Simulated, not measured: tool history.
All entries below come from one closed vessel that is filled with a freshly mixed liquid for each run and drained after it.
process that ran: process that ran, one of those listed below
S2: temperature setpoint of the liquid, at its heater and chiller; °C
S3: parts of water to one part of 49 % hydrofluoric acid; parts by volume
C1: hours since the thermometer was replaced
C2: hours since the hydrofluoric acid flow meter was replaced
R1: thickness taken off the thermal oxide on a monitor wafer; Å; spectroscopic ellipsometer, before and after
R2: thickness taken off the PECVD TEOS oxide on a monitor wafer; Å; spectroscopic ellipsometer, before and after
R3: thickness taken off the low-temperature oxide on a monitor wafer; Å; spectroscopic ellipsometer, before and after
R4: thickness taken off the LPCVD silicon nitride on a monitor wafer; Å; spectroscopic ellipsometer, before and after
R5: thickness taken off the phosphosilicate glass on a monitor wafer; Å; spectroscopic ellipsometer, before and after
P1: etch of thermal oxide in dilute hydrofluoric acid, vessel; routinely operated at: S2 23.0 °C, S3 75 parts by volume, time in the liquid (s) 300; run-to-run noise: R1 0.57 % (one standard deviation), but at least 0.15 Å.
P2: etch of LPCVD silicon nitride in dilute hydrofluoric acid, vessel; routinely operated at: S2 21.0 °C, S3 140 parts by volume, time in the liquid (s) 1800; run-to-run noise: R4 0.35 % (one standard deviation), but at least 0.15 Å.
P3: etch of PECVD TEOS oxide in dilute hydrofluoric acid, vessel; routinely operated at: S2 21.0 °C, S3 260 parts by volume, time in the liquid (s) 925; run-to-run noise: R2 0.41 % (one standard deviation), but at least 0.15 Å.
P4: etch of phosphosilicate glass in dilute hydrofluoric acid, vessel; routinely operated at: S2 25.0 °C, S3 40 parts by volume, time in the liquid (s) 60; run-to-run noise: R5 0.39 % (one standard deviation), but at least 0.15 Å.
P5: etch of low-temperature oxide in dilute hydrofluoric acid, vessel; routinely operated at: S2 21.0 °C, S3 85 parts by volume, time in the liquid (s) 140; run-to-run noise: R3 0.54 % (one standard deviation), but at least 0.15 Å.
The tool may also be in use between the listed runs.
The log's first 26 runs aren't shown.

{"run": 27, "day": 7.646, "process that ran": "P4", "S2": 25.0, "S3": 65, "time in the liquid (s)": 60, "C1": 62.8, "C2": 1120.3, "R5": 2046.0}
{"run": 28, "day": 7.942, "process that ran": "P1", "S2": 23.0, "S3": 75, "time in the liquid (s)": 300, "C1": 69.9, "C2": 1127.4, "R1": 188.65}
{"run": 29, "day": 8.188, "process that ran": "P1", "S2": 23.0, "S3": 75, "time in the liquid (s)": 65, "C1": 75.8, "C2": 1133.3, "R1": 40.606}
{"run": 30, "day": 8.467, "process that ran": "P1", "S2": 23.0, "S3": 75, "time in the liquid (s)": 300, "C1": 82.5, "C2": 1140.0, "R1": 190.86}
{"run": 31, "day": 8.725, "process that ran": "P1", "S2": 23.0, "S3": 75, "time in the liquid (s)": 300, "C1": 88.7, "C2": 1146.2, "R1": 184.98}
{"run": 32, "day": 9.075, "process that ran": "P1", "S2": 23.0, "S3": 75, "time in the liquid (s)": 300, "C1": 97.1, "C2": 1154.6, "R1": 181.13}
{"run": 33, "day": 9.292, "process that ran": "P1", "S2": 23.0, "S3": 75, "time in the liquid (s)": 300, "C1": 102.3, "C2": 1159.8, "R1": 178.98}
{"run": 34, "day": 9.529, "process that ran": "P1", "S2": 23.0, "S3": 75, "time in the liquid (s)": 300, "C1": 108.0, "C2": 1165.5, "R1": 178.64}
{"run": 35, "day": 9.838, "process that ran": "P1", "S2": 23.0, "S3": 75, "time in the liquid (s)": 300, "C1": 115.4, "C2": 1172.9, "R1": 177.06}
{"run": 36, "day": 10.112, "process that ran": "P1", "S2": 23.0, "S3": 75, "time in the liquid (s)": 300, "C1": 122.0, "C2": 1179.5, "R1": 176.8}
{"run": 37, "day": 10.458, "process that ran": "P1", "S2": 23.0, "S3": 75, "time in the liquid (s)": 300, "C1": 130.3, "C2": 1187.8, "R1": 178.54}

For run 38, what comes out?
{"run": 38, "day": 10.767, "process that ran": "P1", "S2": 23.0, "S3": 75, "time in the liquid (s)": 300, "C1": 137.7, "C2": 1195.2, "R1": "?"}

R1: 177.740 Å

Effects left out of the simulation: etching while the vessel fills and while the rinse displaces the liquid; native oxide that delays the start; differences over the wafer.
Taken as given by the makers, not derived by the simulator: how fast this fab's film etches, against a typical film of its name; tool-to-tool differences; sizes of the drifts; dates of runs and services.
